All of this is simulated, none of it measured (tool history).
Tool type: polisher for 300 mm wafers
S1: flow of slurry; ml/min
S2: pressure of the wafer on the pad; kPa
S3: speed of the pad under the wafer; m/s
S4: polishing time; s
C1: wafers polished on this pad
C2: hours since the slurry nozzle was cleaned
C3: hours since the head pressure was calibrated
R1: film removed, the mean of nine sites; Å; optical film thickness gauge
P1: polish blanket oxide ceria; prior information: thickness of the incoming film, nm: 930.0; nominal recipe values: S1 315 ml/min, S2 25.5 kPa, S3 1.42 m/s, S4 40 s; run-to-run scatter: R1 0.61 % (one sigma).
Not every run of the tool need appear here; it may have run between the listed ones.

run	hour	S1	S2	S3	S4	C1	C2	C3	R1
1	8	315	25.5	1.42	40	312	54.5	648.7	3403.9
2	12.9	315	25.5	0.98	27	388	59.4	653.6	1589.9
3	17.9	190	25.5	1.42	40	465	64.4	658.6	3235.8
4	24.1	430	25.5	1.42	40	561	70.6	664.8	3502.7
5	30.7	315	25.5	2.24	40	663	77.2	671.4	5385.7
6	36.2	315	25.5	0.64	40	749	82.7	676.9	1535.2
7	42.8	315	11.7	1.42	40	851	89.3	683.5	1570.4
8	51.6	315	37.2	1.42	40	987	98.1	692.3	5011.8
9	57.8	315	25.5	1.42	58	1083	104.3	698.5	4936.9
10	67	315	25.5	1.42	18	1225	113.5	707.7	1559.8
11	74.4	315	25.5	1.42	40	1340	120.9	715.1	3422.8

Estimate the outcome of run 12 from the log above:
12	83.8	210	12.4	1.42	40	1485	130.3	724.5	?

{"run 12": {"R1": 1601.7}}
